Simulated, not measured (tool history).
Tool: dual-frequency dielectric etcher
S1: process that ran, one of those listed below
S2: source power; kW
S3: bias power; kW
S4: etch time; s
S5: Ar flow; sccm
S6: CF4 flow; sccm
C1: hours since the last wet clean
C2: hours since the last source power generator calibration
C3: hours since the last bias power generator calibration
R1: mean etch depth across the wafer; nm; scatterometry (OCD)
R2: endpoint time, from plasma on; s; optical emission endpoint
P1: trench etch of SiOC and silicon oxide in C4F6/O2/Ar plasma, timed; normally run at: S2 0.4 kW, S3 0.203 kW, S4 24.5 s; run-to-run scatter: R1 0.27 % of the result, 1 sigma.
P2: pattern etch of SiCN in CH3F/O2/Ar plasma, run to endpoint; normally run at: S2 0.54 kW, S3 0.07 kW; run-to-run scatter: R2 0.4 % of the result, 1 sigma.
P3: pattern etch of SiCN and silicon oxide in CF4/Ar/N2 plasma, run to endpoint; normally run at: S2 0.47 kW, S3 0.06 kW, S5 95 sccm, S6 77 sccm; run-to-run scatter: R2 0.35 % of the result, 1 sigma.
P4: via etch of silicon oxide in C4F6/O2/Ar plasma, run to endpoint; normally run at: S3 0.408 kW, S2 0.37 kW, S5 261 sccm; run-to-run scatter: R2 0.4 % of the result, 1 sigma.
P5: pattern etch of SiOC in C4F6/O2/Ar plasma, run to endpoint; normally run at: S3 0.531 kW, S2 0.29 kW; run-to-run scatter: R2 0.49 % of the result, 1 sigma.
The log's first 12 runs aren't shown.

{"run": 13, "hour": 141.1, "S1": "P5", "S2": 0.21, "S3": 0.531, "C1": 562.6, "C2": 1936.2, "C3": 1467.4, "R2": 10.143}
{"run": 14, "hour": 150.9, "S1": "P2", "S2": 0.54, "S3": 0.07, "C1": 572.4, "C2": 1946, "C3": 1477.2, "R2": 13.525}
{"run": 15, "hour": 160.0, "S1": "P1", "S2": 0.4, "S3": 0.203, "S4": 24.5, "C1": 581.5, "C2": 1955.1, "C3": 1486.3, "R1": 51.457}
{"run": 16, "hour": 171.3, "S1": "P1", "S2": 0.4, "S3": 0.146, "S4": 13.5, "C1": 592.8, "C2": 1966.4, "C3": 1497.6, "R1": 25.659}
{"hour": 174.2, "done": "source power generator calibrated"}
{"run": 17, "hour": 185.7, "S1": "P1", "S2": 0.4, "S3": 0.203, "S4": 24.5, "C1": 607.2, "C2": 11.5, "C3": 1512, "R1": 51.678}
{"run": 18, "hour": 200.8, "S1": "P3", "S2": 0.47, "S3": 0.06, "S5": 60, "S6": 77, "C1": 622.3, "C2": 26.6, "C3": 1527.1, "R2": 9.973}
{"run": 19, "hour": 208.0, "S1": "P1", "S2": 0.4, "S3": 0.203, "S4": 31, "C1": 629.5, "C2": 33.8, "C3": 1534.3, "R1": 65.337}
{"run": 20, "hour": 219.7, "S1": "P5", "S2": 0.29, "S3": 0.531, "C1": 641.2, "C2": 45.5, "C3": 1546, "R2": 9.0304}
{"run": 21, "hour": 229.2, "S1": "P2", "S2": 0.31, "S3": 0.07, "C1": 650.7, "C2": 55, "C3": 1555.5, "R2": 16.668}
{"run": 22, "hour": 243.0, "S1": "P3", "S2": 0.47, "S3": 0.06, "S5": 95, "S6": 77, "C1": 664.5, "C2": 68.8, "C3": 1569.3, "R2": 10.616}
{"run": 23, "hour": 252.8, "S1": "P1", "S2": 0.47, "S3": 0.203, "S4": 24.5, "C1": 674.3, "C2": 78.6, "C3": 1579.1, "R1": 54.982}
{"run": 24, "hour": 262.2, "S1": "P1", "S2": 0.4, "S3": 0.281, "S4": 24.5, "C1": 683.7, "C2": 88, "C3": 1588.5, "R1": 57.475}
{"run": 25, "hour": 277.3, "S1": "P1", "S2": 0.4, "S3": 0.203, "S4": 24.5, "C1": 698.8, "C2": 103.1, "C3": 1603.6, "R1": 51.587}
{"run": 26, "hour": 291.1, "S1": "P1", "S2": 0.4, "S3": 0.203, "S4": 17, "C1": 712.6, "C2": 116.9, "C3": 1617.4, "R1": 35.763}
{"run": 27, "hour": 302.2, "S1": "P1", "S2": 0.4, "S3": 0.203, "S4": 24.5, "C1": 723.7, "C2": 128, "C3": 1628.5, "R1": 51.606}
{"run": 28, "hour": 311.6, "S1": "P1", "S2": 0.4, "S3": 0.138, "S4": 24.5, "C1": 733.1, "C2": 137.4, "C3": 1637.9, "R1": 45.612}
{"run": 29, "hour": 322.6, "S1": "P2", "S2": 0.54, "S3": 0.052, "C1": 744.1, "C2": 148.4, "C3": 1648.9, "R2": 14.914}
{"run": 30, "hour": 335.0, "S1": "P5", "S2": 0.29, "S3": 0.433, "C1": 756.5, "C2": 160.8, "C3": 1661.3, "R2": 9.7144}
{"run": 31, "hour": 343.4, "S1": "P4", "S2": 0.51, "S3": 0.408, "S5": 261, "C1": 764.9, "C2": 169.2, "C3": 1669.7, "R2": 24.321}
{"run": 32, "hour": 355.4, "S1": "P1", "S2": 0.4, "S3": 0.203, "S4": 24.5, "C1": 776.9, "C2": 181.2, "C3": 1681.7, "R1": 51.657}
{"run": 33, "hour": 363.3, "S1": "P1", "S2": 0.4, "S3": 0.203, "S4": 24.5, "C1": 784.8, "C2": 189.1, "C3": 1689.6, "R1": 51.839}
{"run": 34, "hour": 375.2, "S1": "P1", "S2": 0.4, "S3": 0.203, "S4": 24.5, "C1": 796.7, "C2": 201, "C3": 1701.5, "R1": 51.734}
{"run": 35, "hour": 388.3, "S1": "P1", "S2": 0.4, "S3": 0.203, "S4": 24.5, "C1": 809.8, "C2": 214.1, "C3": 1714.6, "R1": 52.277}
{"hour": 397.4, "done": "wet clean of the chamber"}
{"run": 36, "hour": 398.4, "S1": "P1", "S2": 0.4, "S3": 0.203, "S4": 24.5, "C1": 1.1, "C2": 224.2, "C3": 1724.7, "R1": 52.407}
{"run": 37, "hour": 413.0, "S1": "P1", "S2": 0.4, "S3": 0.203, "S4": 24.5, "C1": 15.7, "C2": 238.8, "C3": 1739.3, "R1": 52.306}

Run 38 comes next. What will it give?
{"run": 38, "hour": 428.1, "S1": "P1", "S2": 0.4, "S3": 0.203, "S4": 24.5, "C1": 30.8, "C2": 253.9, "C3": 1754.4, "R1": "?"}

R1: 52.222 nm

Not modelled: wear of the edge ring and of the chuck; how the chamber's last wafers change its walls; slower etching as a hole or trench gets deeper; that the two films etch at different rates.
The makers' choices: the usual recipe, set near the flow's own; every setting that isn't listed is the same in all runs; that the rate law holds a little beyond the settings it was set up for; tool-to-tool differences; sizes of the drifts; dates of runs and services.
